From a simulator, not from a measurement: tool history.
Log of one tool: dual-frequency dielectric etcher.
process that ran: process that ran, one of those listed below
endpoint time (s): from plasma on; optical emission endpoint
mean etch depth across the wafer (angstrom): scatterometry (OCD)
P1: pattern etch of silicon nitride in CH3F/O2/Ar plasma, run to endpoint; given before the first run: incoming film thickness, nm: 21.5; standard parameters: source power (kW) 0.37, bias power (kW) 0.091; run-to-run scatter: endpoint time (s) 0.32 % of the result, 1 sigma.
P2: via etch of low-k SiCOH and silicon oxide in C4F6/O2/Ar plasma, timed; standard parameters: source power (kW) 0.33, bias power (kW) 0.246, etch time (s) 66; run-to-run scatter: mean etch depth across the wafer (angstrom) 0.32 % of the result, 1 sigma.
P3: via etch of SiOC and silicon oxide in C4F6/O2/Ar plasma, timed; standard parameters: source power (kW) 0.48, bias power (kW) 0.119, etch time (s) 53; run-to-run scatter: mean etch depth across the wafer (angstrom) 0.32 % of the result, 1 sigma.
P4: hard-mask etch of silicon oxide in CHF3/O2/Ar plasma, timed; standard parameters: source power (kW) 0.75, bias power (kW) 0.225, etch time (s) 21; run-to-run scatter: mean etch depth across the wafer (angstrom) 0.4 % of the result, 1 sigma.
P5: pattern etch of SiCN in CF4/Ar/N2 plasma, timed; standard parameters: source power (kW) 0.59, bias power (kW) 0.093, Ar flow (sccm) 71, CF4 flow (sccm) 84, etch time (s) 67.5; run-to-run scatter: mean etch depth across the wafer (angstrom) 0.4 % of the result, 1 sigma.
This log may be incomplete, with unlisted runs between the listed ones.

run	hour	process that ran	source power (kW)	bias power (kW)	Ar flow (sccm)	CF4 flow (sccm)	etch time (s)	hours since the last wet clean	hours since the last source power generator calibration	hours since the last bias power generator calibration	endpoint time (s)	mean etch depth across the wafer (angstrom)
1	12.1	P1	0.37	0.091				126.7	1906.7	962.5	30.18	
2	23.8	P1	0.22	0.091				138.4	1918.4	974.2	36.481	
# hour 31.6: source power generator calibrated
3	32.2	P5	0.59	0.093	71	58	67.5	146.8	0.7	982.6		814.98
4	42.6	P2	0.33	0.246			50	157.2	11.1	993		1481.1
5	49.5	P3	0.38	0.119			53	164.1	18	999.9		520.43
6	56.2	P1	0.37	0.057				170.8	24.7	1006.6	35.445	
7	64.7	P1	0.27	0.123				179.3	33.2	1015.1	30.039	
8	71.1	P1	0.37	0.122				185.7	39.6	1021.5	26.983	
9	79.1	P3	0.48	0.119			53	193.7	47.6	1029.5		571.94
10	91	P4	0.75	0.172			21	205.6	59.5	1041.4		438.56
11	99.1	P2	0.33	0.344			66	213.7	67.6	1049.5		2180.6
12	106.2	P1	0.5	0.091				220.8	74.7	1056.6	26.853	
13	112.9	P5	0.59	0.093	48	84	67.5	227.5	81.4	1063.3		885.54
14	119.3	P4	0.75	0.225			30.5	233.9	87.8	1069.7		703.3
15	131.2	P3	0.48	0.16			53	245.8	99.7	1081.6		626.62
16	141.3	P1	0.25	0.057				255.9	109.8	1091.7	41.021	
17	149.6	P2	0.33	0.246			66	264.2	118.1	1100		1947.6
18	160.1	P5	0.59	0.093	71	84	88	274.7	128.6	1110.5		1109.2
19	166.8	P5	0.59	0.093	71	84	67.5	281.4	135.3	1117.2		847.94
20	179.5	P3	0.48	0.119			74.5	294.1	148	1129.9		804.74
21	190.5	P4	0.59	0.225			21	305.1	159	1140.9		437.73
22	198.3	P2	0.25	0.246			66	312.9	166.8	1148.7		1743.2
23	205.8	P1	0.37	0.091				320.4	174.3	1156.2	30.081	
24	213.4	P4	0.75	0.225			21	328	181.9	1163.8		480.07
25	224.6	P1	0.37	0.091				339.2	193.1	1175	30.045	
26	234.8	P5	0.59	0.115	71	84	67.5	349.4	203.3	1185.2		915.86
27	242.9	P5	0.74	0.093	71	84	67.5	357.5	211.4	1193.3		1034.6
28	249.1	P1	0.37	0.091				363.7	217.6	1199.5	30.065	
29	255.3	P1	0.37	0.091				369.9	223.8	1205.7	29.959	
30	263.7	P1	0.37	0.091				378.3	232.2	1214.1	30.301	
# hour 272.9: wet clean of the chamber
31	273.8	P1	0.37	0.091				1	242.3	1224.2	30.441	
32	284	P1	0.37	0.091				11.2	252.5	1234.4	30.488	
33	290.4	P1	0.37	0.091				17.6	258.9	1240.8	30.606	
34	296.3	P1	0.37	0.091				23.5	264.8	1246.7	30.769	
35	303.8	P1	0.37	0.091				31	272.3	1254.2	30.594	

What P1 gives has crept away from where it was. These 2 causes fit the log equally well, each at the size given:
A: source power that arrives under what is set, % = 4.23
B: bias power that arrives under what is set, % = 4.38
The onset of the drift is placed at about hour 255.3.
Why every other cause is out:
chamber walls in a state that lowers the etch rate, %: serviced at hour 272.9, after the drift had started, without restoring the earlier output

Of the 4 check runs below, each run on 2 wafers with the results averaged and each result still a question mark, which one would tell the listed causes apart?
check 1	311.3	P2	0.33	0.246			66					?
check 2	311.3	P3	0.48	0.119			53					?
check 3	311.3	P4	0.75	0.225			21					?
check 4	311.3	P5	0.59	0.093	71	84	67.5					?

If the cause were each of the candidates in turn, the checks would give the following:
check	result	if A	if B
check 1	mean etch depth across the wafer (angstrom)	1913.4	1915.8
check 2	mean etch depth across the wafer (angstrom)	563.37	565.86
check 3	mean etch depth across the wafer (angstrom)	473.32	473.78
check 4	mean etch depth across the wafer (angstrom)	820.11	839.41
Separation of the two closest causes in each check, using whichever result separates them best: check 1 0.13 %; check 2 0.44 %; check 3 0.1 %; check 4 2.33 %
The other checks would show nearly matching results whichever cause is true, so check 4 is the only one that separates the causes.

Here is what check 4 returned: mean etch depth across the wafer (angstrom) 820.81. Which cause is it?

The cause is A: source power that arrives under what is set, %.
